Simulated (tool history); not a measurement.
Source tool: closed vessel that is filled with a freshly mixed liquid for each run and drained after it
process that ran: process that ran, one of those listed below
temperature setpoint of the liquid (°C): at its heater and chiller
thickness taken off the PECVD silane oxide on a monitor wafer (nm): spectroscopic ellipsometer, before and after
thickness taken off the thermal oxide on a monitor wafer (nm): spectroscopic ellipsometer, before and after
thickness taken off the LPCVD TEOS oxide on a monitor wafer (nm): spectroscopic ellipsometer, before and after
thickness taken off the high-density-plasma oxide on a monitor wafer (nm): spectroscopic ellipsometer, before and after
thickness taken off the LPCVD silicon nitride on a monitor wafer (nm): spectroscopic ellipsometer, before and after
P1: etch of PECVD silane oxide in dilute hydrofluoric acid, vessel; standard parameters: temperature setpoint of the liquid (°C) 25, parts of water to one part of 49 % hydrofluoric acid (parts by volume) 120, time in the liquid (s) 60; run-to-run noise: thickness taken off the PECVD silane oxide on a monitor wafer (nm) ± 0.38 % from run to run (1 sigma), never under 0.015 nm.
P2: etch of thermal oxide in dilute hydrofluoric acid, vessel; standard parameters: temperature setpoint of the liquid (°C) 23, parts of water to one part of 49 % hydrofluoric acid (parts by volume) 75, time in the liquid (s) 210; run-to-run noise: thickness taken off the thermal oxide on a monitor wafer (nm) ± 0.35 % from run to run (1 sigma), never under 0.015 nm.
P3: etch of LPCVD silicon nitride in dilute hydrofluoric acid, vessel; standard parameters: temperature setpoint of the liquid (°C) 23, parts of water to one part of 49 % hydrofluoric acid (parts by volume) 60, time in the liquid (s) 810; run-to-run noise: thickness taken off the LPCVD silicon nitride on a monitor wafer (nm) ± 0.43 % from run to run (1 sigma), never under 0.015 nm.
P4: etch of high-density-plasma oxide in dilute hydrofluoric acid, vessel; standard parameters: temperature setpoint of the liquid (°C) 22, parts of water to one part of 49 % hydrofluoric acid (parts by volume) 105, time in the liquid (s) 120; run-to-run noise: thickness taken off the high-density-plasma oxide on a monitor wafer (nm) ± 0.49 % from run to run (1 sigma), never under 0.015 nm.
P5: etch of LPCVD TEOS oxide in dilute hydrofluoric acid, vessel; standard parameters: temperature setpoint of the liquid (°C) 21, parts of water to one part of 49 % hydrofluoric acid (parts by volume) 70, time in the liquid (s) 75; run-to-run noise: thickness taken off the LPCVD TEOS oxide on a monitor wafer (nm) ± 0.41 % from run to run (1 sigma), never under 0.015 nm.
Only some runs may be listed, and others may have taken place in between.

run   hour  process that ran  temperature setpoint of the liquid (°C)  parts of water to one part of 49 % hydrofluoric acid (parts by volume)  time in the liquid (s)  hours since the thermometer was replaced  hours since the hydrofluoric acid flow meter was replaced  thickness taken off the PECVD silane oxide on a monitor wafer (nm)  thickness taken off the thermal oxide on a monitor wafer (nm)  thickness taken off the LPCVD TEOS oxide on a monitor wafer (nm)  thickness taken off the high-density-plasma oxide on a monitor wafer (nm)  thickness taken off the LPCVD silicon nitride on a monitor wafer (nm)
  1   10.1                P1                                       25                                                                     120                      60                                    1905.3                                                     1189.8                                                               21.56
  2     17                P1                                       25                                                                     120                      60                                    1912.2                                                     1196.7                                                              21.403
  3   24.1                P2                                       27                                                                      75                     210                                    1919.3                                                     1203.8                                                                                                                             15.119
  4     32                P2                                       23                                                                     140                     210                                    1927.2                                                     1211.7                                                                                                                             6.4063
  5   41.1                P5                                       21                                                                      70                      75                                    1936.3                                                     1220.8                                                                                                                                                                                               29.632
  6   49.7                P1                                       25                                                                     120                      60                                    1944.9                                                     1229.4                                                               21.48
  7   60.6                P5                                       26                                                                      70                      75                                    1955.8                                                     1240.3                                                                                                                                                                                               36.293
  8   72.1                P1                                       25                                                                     120                      85                                    1967.3                                                     1251.8                                                              30.414
  9   81.1                P4                                       22                                                                     105                     120                                    1976.3                                                     1260.8                                                                                                                                                                                                                                                                          5.3586
 10   89.7                P5                                       21                                                                      70                      30                                    1984.9                                                     1269.4                                                                                                                                                                                               11.779
 11   97.2                P1                                       25                                                                     120                      60                                    1992.4                                                     1276.9                                                               21.39
 12  105.1                P5                                       21                                                                     120                      75                                    2000.3                                                     1284.8                                                                                                                                                                                               16.114
 13  116.7                P1                                       25                                                                     165                      60                                    2011.9                                                     1296.4                                                              14.806
 14  123.8                P1                                     31.5                                                                     120                      60                                      2019                                                     1303.5                                                              27.521
 15  130.6                P2                                       23                                                                      75                     110                                    2025.8                                                     1310.3                                                                                                                             6.7072
 16  136.9                P3                                       23                                                                      60                     810                                    2032.1                                                     1316.6                                                                                                                                                                                                                                                                                                                                                 5.9592
 17  145.4                P4                                       22                                                                     105                      30                                    2040.6                                                     1325.1                                                                                                                                                                                                                                                                          1.3551
 18  156.3                P1                                       25                                                                      45                      60                                    2051.5                                                       1336                                                              63.094
 19  162.1                P4                                     26.5                                                                     105                     120                                    2057.3                                                     1341.8                                                                                                                                                                                                                                                                          6.3462
     168.9  -- thermometer replaced
 20  170.3                P1                                     31.5                                                                     200                      60                                       1.4                                                       1350                                                              14.787
 21  178.5                P1                                       25                                                                     120                      60                                       9.6                                                     1358.2                                                              21.477
 22  187.3                P4                                       22                                                                     150                     120                                      18.4                                                       1367                                                                                                                                                                                                                                                                          3.5184
 23  194.6                P1                                     20.5                                                                     120                      30                                      25.7                                                     1374.3                                                              8.8954
 24  205.2                P1                                       25                                                                     120                      60                                      36.3                                                     1384.9                                                              21.447
 25  217.8                P3                                     31.5                                                                      60                     810                                      48.9                                                     1397.5                                                                                                                                                                                                                                                                                                                                                 10.439
 26  228.6                P3                                       23                                                                     105                     810                                      59.7                                                     1408.3                                                                                                                                                                                                                                                                                                                                                 3.4454
 27  239.8                P3                                       23                                                                      60                     230                                      70.9                                                     1419.5                                                                                                                                                                                                                                                                                                                                                 1.6929
 28  248.1                P1                                       25                                                                     170                     100                                      79.2                                                     1427.8                                                              23.881
 29  256.6                P2                                       23                                                                      75                     210                                      87.7                                                     1436.3                                                                                                                              12.85
 30  263.2                P1                                       25                                                                     120                      30                                      94.3                                                     1442.9                                                               10.76
 31  273.5                P1                                       21                                                                     120                      60                                     104.6                                                     1453.2                                                              18.317
 32    285                P1                                       25                                                                     120                      60                                     116.1                                                     1464.7                                                              21.396
 33  294.7                P3                                       23                                                                      60                     810                                     125.8                                                     1474.4                                                                                                                                                                                                                                                                                                                                                 5.9798
 34  301.2                P4                                       22                                                                     105                     120                                     132.3                                                     1480.9                                                                                                                                                                                                                                                                          5.2678
 35  307.1                P1                                       25                                                                     120                      60                                     138.2                                                     1486.8                                                              21.477

Forecast run 36:
 36  314.4                P1                                       25                                                                     120                      60                                     145.5                                                     1494.1                                                                   ?

Run 36 produced thickness taken off the PECVD silane oxide on a monitor wafer (nm) 21.849.
